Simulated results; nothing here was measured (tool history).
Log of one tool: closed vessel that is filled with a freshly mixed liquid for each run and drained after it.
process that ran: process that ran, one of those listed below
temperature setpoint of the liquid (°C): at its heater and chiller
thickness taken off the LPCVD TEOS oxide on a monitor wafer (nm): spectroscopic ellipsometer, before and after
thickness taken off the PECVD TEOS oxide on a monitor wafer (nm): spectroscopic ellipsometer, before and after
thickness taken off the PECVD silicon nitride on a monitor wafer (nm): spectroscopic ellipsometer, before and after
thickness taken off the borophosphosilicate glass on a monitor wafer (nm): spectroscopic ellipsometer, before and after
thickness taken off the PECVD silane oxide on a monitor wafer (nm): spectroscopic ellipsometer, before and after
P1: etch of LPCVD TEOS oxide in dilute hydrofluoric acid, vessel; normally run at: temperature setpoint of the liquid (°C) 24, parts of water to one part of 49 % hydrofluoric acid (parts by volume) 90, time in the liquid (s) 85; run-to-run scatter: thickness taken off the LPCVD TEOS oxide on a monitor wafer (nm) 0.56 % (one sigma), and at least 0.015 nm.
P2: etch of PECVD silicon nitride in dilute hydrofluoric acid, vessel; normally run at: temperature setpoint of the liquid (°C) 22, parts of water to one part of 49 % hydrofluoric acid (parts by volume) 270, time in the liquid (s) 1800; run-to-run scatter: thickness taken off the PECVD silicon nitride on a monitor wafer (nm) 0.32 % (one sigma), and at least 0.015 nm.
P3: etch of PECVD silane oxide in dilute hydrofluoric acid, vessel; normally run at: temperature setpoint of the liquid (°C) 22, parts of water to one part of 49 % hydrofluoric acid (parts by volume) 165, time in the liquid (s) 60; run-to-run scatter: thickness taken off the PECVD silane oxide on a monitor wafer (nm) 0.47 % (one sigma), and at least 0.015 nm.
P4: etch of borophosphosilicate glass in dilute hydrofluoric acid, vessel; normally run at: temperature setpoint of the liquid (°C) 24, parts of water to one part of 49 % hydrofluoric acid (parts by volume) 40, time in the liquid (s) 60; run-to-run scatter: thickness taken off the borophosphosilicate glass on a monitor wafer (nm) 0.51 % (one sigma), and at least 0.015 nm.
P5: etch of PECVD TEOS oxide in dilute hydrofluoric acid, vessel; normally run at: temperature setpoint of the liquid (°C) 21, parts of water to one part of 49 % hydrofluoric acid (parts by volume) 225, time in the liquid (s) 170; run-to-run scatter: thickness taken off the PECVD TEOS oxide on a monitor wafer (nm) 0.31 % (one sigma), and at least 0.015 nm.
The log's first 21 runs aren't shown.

run,hour,process that ran,temperature setpoint of the liquid (°C),parts of water to one part of 49 % hydrofluoric acid (parts by volume),time in the liquid (s),hours since the thermometer was replaced,hours since the hydrofluoric acid flow meter was replaced,thickness taken off the LPCVD TEOS oxide on a monitor wafer (nm),thickness taken off the PECVD TEOS oxide on a monitor wafer (nm),thickness taken off the PECVD silicon nitride on a monitor wafer (nm),thickness taken off the borophosphosilicate glass on a monitor wafer (nm),thickness taken off the PECVD silane oxide on a monitor wafer (nm)
22,255.4,P1,24,90,30,118.3,1174.5,14.58,,,,
23,269.5,P3,22,165,60,132.4,1188.6,,,,,13.733
24,284.6,P1,27.5,90,30,147.5,1203.7,16.831,,,,
25,297.3,P1,24,90,85,160.2,1216.4,41.842,,,,
26,311.3,P5,21,225,325,174.2,1230.4,,27.079,,,
27,320.3,P1,24,90,85,183.2,1239.4,41.906,,,,
28,337.1,P1,32,90,85,200,1256.2,56.205,,,,
29,346.2,P2,22,270,1800,209.1,1265.3,,,33.435,,
30,359.4,P2,17,270,1800,222.3,1278.5,,,24.178,,
31,367.5,P2,22,270,3340,230.4,1286.6,,,61.658,,

Run 32 comes next. What will it give?
32,382.2,P3,22,165,60,245.1,1301.3,,,,,?

thickness taken off the PECVD silane oxide on a monitor wafer (nm): 13.751
